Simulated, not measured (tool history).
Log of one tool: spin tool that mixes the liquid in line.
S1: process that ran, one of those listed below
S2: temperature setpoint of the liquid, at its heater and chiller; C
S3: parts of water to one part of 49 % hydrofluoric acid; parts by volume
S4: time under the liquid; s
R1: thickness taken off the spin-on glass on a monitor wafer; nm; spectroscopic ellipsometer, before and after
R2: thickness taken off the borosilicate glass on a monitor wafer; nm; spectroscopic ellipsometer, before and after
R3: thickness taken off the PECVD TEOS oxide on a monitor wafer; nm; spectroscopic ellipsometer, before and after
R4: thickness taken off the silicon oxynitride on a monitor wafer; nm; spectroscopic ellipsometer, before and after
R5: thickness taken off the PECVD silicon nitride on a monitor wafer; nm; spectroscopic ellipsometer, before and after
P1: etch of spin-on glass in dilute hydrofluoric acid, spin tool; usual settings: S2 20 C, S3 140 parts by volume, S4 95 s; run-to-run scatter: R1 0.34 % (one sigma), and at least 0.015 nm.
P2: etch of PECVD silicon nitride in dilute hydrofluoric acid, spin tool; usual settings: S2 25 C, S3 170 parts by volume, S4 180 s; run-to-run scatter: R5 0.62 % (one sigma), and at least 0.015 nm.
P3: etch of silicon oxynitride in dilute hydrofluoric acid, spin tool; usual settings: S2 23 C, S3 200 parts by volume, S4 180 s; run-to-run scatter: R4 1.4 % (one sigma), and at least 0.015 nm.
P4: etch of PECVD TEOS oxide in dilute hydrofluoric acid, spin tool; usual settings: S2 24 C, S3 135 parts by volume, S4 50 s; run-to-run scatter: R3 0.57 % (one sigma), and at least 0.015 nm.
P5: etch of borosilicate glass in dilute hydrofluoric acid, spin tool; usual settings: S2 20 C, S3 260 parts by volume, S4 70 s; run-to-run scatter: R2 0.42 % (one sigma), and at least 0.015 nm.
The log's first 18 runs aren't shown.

Run 19, day 3.229: S1 P5, S2 25 C, S3 260 parts by volume, S4 70 s. Result: R2 6.8554 nm.
Run 20, day 3.396: S1 P1, S2 27.5 C, S3 140 parts by volume, S4 95 s. Result: R1 28.804 nm.
Run 21, day 3.625: S1 P1, S2 20 C, S3 140 parts by volume, S4 95 s. Result: R1 21.544 nm.
Run 22, day 3.738: S1 P3, S2 23 C, S3 200 parts by volume, S4 180 s. Result: R4 1.4951 nm.
Run 23, day 3.842: S1 P2, S2 25 C, S3 90 parts by volume, S4 180 s. Result: R5 6.0202 nm.
Run 24, day 3.962: S1 P4, S2 17 C, S3 135 parts by volume, S4 50 s. Result: R3 3.4539 nm.
Run 25, day 4.125: S1 P5, S2 20 C, S3 260 parts by volume, S4 70 s. Result: R2 5.7362 nm.
Run 26, day 4.292: S1 P1, S2 25.5 C, S3 140 parts by volume, S4 30 s. Result: R1 8.496 nm.
Run 27, day 4.467: S1 P1, S2 20 C, S3 140 parts by volume, S4 95 s. Result: R1 21.618 nm.
Run 28, day 4.617: S1 P1, S2 17 C, S3 140 parts by volume, S4 95 s. Result: R1 19.265 nm.
Run 29, day 4.738: S1 P1, S2 20 C, S3 140 parts by volume, S4 95 s. Result: R1 21.716 nm.
Run 30, day 4.962: S1 P1, S2 20 C, S3 140 parts by volume, S4 95 s. Result: R1 21.624 nm.
Run 31, day 5.175: S1 P1, S2 20 C, S3 140 parts by volume, S4 95 s. Result: R1 21.614 nm.
Run 32, day 5.388: S1 P5, S2 20 C, S3 260 parts by volume, S4 70 s. Result: R2 5.6927 nm.
Run 33, day 5.496: S1 P1, S2 20 C, S3 140 parts by volume, S4 155 s. Result: R1 35.431 nm.
Run 34, day 5.654: S1 P1, S2 20 C, S3 140 parts by volume, S4 95 s. Result: R1 21.725 nm.
Run 35, day 5.858: S1 P1, S2 20 C, S3 140 parts by volume, S4 95 s. Result: R1 22.135 nm.
Run 36, day 6.042: S1 P1, S2 20 C, S3 140 parts by volume, S4 95 s. Result: R1 22.353 nm.
Run 37, day 6.183: S1 P1, S2 20 C, S3 140 parts by volume, S4 95 s. Result: R1 22.587 nm.
Run 38, day 6.338: S1 P1, S2 20 C, S3 140 parts by volume, S4 95 s. Result: R1 22.681 nm.
Run 39, day 6.446: S1 P1, S2 20 C, S3 140 parts by volume, S4 95 s. Result: R1 22.769 nm.

Forecast run 40:
Run 40, day 6.642: S1 P1, S2 20 C, S3 140 parts by volume, S4 95 s. Result: R1 ?.

{"run 40": {"R1": 22.654}}

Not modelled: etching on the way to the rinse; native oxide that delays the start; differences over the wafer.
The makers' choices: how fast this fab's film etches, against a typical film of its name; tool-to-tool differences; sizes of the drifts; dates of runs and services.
